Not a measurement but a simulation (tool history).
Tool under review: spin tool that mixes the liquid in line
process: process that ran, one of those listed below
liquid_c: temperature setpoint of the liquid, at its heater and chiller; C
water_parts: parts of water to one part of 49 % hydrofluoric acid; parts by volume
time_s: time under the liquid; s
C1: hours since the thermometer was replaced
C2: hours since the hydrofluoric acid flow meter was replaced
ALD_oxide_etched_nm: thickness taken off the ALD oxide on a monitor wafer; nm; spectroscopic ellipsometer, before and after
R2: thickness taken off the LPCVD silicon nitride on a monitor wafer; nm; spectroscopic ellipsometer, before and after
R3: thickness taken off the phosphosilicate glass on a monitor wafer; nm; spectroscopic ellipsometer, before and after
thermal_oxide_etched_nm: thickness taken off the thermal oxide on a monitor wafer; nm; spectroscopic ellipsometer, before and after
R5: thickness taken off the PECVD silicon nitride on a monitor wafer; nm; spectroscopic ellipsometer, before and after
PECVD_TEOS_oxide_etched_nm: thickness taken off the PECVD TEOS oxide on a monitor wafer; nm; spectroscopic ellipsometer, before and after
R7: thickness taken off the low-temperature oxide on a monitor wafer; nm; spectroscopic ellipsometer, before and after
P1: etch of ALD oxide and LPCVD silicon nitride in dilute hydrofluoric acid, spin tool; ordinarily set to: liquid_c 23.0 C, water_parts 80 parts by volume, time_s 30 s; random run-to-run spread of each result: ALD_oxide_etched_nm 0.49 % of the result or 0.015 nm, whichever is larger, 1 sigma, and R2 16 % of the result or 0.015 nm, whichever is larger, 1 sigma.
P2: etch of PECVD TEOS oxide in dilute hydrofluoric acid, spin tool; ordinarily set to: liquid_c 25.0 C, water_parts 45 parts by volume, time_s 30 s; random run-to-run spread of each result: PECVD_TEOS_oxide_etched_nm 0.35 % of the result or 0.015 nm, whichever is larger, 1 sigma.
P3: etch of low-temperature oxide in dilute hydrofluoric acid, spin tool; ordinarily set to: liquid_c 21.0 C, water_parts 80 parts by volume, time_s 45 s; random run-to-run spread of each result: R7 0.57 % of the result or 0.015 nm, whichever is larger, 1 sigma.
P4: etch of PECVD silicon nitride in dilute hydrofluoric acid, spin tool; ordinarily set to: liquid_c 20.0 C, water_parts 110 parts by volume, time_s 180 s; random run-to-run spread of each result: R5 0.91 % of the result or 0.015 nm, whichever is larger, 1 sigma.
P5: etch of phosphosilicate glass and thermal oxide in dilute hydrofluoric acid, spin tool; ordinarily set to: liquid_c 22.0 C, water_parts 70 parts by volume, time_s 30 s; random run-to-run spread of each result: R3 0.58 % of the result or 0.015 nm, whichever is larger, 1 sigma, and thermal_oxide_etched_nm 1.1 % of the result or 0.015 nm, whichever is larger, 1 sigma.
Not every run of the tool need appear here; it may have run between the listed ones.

run 1 hour=7.3 | process=P1 liquid_c=23.0 water_parts=80 time_s=30 | C1=397.1 C2=709.4 | ALD_oxide_etched_nm=12.1900 R2=0.112860
run 2 hour=15.1 | process=P5 liquid_c=22.0 water_parts=20 time_s=30 | C1=404.9 C2=717.2 | R3=144.810 thermal_oxide_etched_nm=7.2253
run 3 hour=20.1 | process=P4 liquid_c=20.0 water_parts=110 time_s=180 | C1=409.9 C2=722.2 | R5=2.92940
run 4 hour=29.4 | process=P5 liquid_c=22.0 water_parts=70 time_s=30 | C1=419.2 C2=731.5 | R3=39.468 thermal_oxide_etched_nm=1.9345
run 5 hour=36.2 | process=P1 liquid_c=23.0 water_parts=80 time_s=30 | C1=426.0 C2=738.3 | ALD_oxide_etched_nm=12.2380 R2=0.153760
run 6 hour=46.2 | process=P2 liquid_c=28.5 water_parts=45 time_s=30 | C1=436.0 C2=748.3 | PECVD_TEOS_oxide_etched_nm=14.7290
run 7 hour=53.1 | process=P1 liquid_c=23.0 water_parts=140 time_s=30 | C1=442.9 C2=755.2 | ALD_oxide_etched_nm=6.4942 R2=0.098926
run 8 hour=60.9 | process=P1 liquid_c=30.0 water_parts=80 time_s=30 | C1=450.7 C2=763.0 | ALD_oxide_etched_nm=16.0330 R2=0.222990
-- hour=67.1 hydrofluoric acid flow meter replaced
run 9 hour=70.5 | process=P1 liquid_c=23.0 water_parts=30 time_s=30 | C1=460.3 C2=3.5 | ALD_oxide_etched_nm=34.9230 R2=0.398000
run 10 hour=80.4 | process=P1 liquid_c=23.0 water_parts=80 time_s=15 | C1=470.2 C2=13.4 | ALD_oxide_etched_nm=6.1071 R2=0.072398
run 11 hour=90.8 | process=P1 liquid_c=23.0 water_parts=30 time_s=15 | C1=480.6 C2=23.8 | ALD_oxide_etched_nm=17.3000 R2=0.250590
run 12 hour=99.5 | process=P3 liquid_c=21.0 water_parts=80 time_s=65 | C1=489.3 C2=32.5 | R7=14.0250
run 13 hour=110.9 | process=P3 liquid_c=21.0 water_parts=110 time_s=45 | C1=500.7 C2=43.9 | R7=6.8149
run 14 hour=122.0 | process=P2 liquid_c=25.0 water_parts=45 time_s=50 | C1=511.8 C2=55.0 | PECVD_TEOS_oxide_etched_nm=21.4490
run 15 hour=127.3 | process=P1 liquid_c=18.5 water_parts=80 time_s=30 | C1=517.1 C2=60.3 | ALD_oxide_etched_nm=10.0920 R2=0.144780
run 16 hour=138.0 | process=P5 liquid_c=22.0 water_parts=70 time_s=30 | C1=527.8 C2=71.0 | R3=39.416 thermal_oxide_etched_nm=1.9698
run 17 hour=148.3 | process=P3 liquid_c=17.0 water_parts=80 time_s=45 | C1=538.1 C2=81.3 | R7=8.2656
run 18 hour=153.2 | process=P1 liquid_c=23.0 water_parts=80 time_s=55 | C1=543.0 C2=86.2 | ALD_oxide_etched_nm=22.4530 R2=0.338800
run 19 hour=161.0 | process=P4 liquid_c=20.0 water_parts=110 time_s=15 | C1=550.8 C2=94.0 | R5=0.22415
run 20 hour=166.1 | process=P2 liquid_c=25.0 water_parts=75 time_s=30 | C1=555.9 C2=99.1 | PECVD_TEOS_oxide_etched_nm=7.3471
run 21 hour=175.5 | process=P5 liquid_c=17.0 water_parts=70 time_s=30 | C1=565.3 C2=108.5 | R3=31.814 thermal_oxide_etched_nm=1.5840
run 22 hour=180.6 | process=P2 liquid_c=25.0 water_parts=45 time_s=30 | C1=570.4 C2=113.6 | PECVD_TEOS_oxide_etched_nm=12.7540
run 23 hour=189.8 | process=P1 liquid_c=28.0 water_parts=80 time_s=15 | C1=579.6 C2=122.8 | ALD_oxide_etched_nm=7.4173 R2=0.123830
run 24 hour=199.7 | process=P1 liquid_c=23.0 water_parts=80 time_s=30 | C1=589.5 C2=132.7 | ALD_oxide_etched_nm=12.2830 R2=0.168530
run 25 hour=205.3 | process=P3 liquid_c=21.0 water_parts=80 time_s=45 | C1=595.1 C2=138.3 | R7=9.6615
run 26 hour=214.7 | process=P4 liquid_c=20.0 water_parts=165 time_s=180 | C1=604.5 C2=147.7 | R5=2.03150
run 27 hour=224.7 | process=P5 liquid_c=22.0 water_parts=70 time_s=50 | C1=614.5 C2=157.7 | R3=65.209 thermal_oxide_etched_nm=3.2617
run 28 hour=230.6 | process=P4 liquid_c=26.5 water_parts=110 time_s=180 | C1=620.4 C2=163.6 | R5=4.48810
run 29 hour=238.2 | process=P1 liquid_c=23.0 water_parts=80 time_s=30 | C1=628.0 C2=171.2 | ALD_oxide_etched_nm=12.2720 R2=0.166930
run 30 hour=249.0 | process=P1 liquid_c=23.0 water_parts=80 time_s=30 | C1=638.8 C2=182.0 | ALD_oxide_etched_nm=12.2460 R2=0.191060
run 31 hour=254.4 | process=P1 liquid_c=23.0 water_parts=80 time_s=30 | C1=644.2 C2=187.4 | ALD_oxide_etched_nm=12.0930 R2=0.166570
run 32 hour=265.3 | process=P1 liquid_c=23.0 water_parts=80 time_s=30 | C1=655.1 C2=198.3 | ALD_oxide_etched_nm=12.5350 R2=0.166300
run 33 hour=273.3 | process=P1 liquid_c=23.0 water_parts=80 time_s=30 | C1=663.1 C2=206.3 | ALD_oxide_etched_nm=12.7940 R2=0.174390
run 34 hour=278.3 | process=P1 liquid_c=23.0 water_parts=80 time_s=30 | C1=668.1 C2=211.3 | ALD_oxide_etched_nm=12.7750 R2=0.169390
run 35 hour=285.2 | process=P1 liquid_c=23.0 water_parts=80 time_s=30 | C1=675.0 C2=218.2 | ALD_oxide_etched_nm=12.6900 R2=0.137980
run 36 hour=293.3 | process=P1 liquid_c=23.0 water_parts=80 time_s=30 | C1=683.1 C2=226.3 | ALD_oxide_etched_nm=12.8680 R2=0.157650
run 37 hour=301.2 | process=P1 liquid_c=23.0 water_parts=80 time_s=30 | C1=691.0 C2=234.2 | ALD_oxide_etched_nm=12.8220 R2=0.215660
run 38 hour=307.6 | process=P1 liquid_c=23.0 water_parts=80 time_s=30 | C1=697.4 C2=240.6 | ALD_oxide_etched_nm=12.8360 R2=0.183440
run 39 hour=314.1 | process=P1 liquid_c=23.0 water_parts=80 time_s=30 | C1=703.9 C2=247.1 | ALD_oxide_etched_nm=12.9320 R2=0.139780
run 40 hour=323.5 | process=P1 liquid_c=23.0 water_parts=80 time_s=30 | C1=713.3 C2=256.5 | ALD_oxide_etched_nm=12.8990 R2=0.157620

What P1 gives has crept away from where it was. These 2 causes fit the log equally well, each at the size given:
A: liquid hotter than its thermometer reads (K) = 1.42
B: hydrofluoric acid flow above the setpoint (%) = 5.34
Onset of the creep was near hour 254.4.

Below are 4 check runs, each averaged over 3 wafers, with their results shown as question marks. Which of them would give clearly different results depending on which cause is behind the drift?
run check 1 hour=332.9 | process=P5 liquid_c=22.0 water_parts=70 time_s=30 | R3=? thermal_oxide_etched_nm=?
run check 2 hour=332.9 | process=P3 liquid_c=21.0 water_parts=80 time_s=45 | R7=?
run check 3 hour=332.9 | process=P2 liquid_c=25.0 water_parts=45 time_s=30 | PECVD_TEOS_oxide_etched_nm=?
run check 4 hour=332.9 | process=P4 liquid_c=20.0 water_parts=110 time_s=180 | R5=?

How each check would come out, cause by cause:
check=check_1 result=R3 if_A=41.494 if_B=41.422
check=check_1 result=thermal_oxide_etched_nm if_A=2.0690 if_B=2.0653
check=check_2 result=R7 if_A=10.3060 if_B=10.2920
check=check_3 result=PECVD_TEOS_oxide_etched_nm if_A=13.5340 if_B=13.4960
check=check_4 result=R5 if_A=3.25380 if_B=3.11080
Gap, in per cent, between the two causes that each check separates least, read from the result that separates them most: check 1 0.17 %; check 2 0.13 %; check 3 0.28 %; check 4 4.49 %
Only check 4 tells the causes apart: in the others they would give nearly the same result.

The results of check 4 are: R5 3.11860 nm. Based on these, which of the listed causes is it?

The cause is B: hydrofluoric acid flow above the setpoint (%).

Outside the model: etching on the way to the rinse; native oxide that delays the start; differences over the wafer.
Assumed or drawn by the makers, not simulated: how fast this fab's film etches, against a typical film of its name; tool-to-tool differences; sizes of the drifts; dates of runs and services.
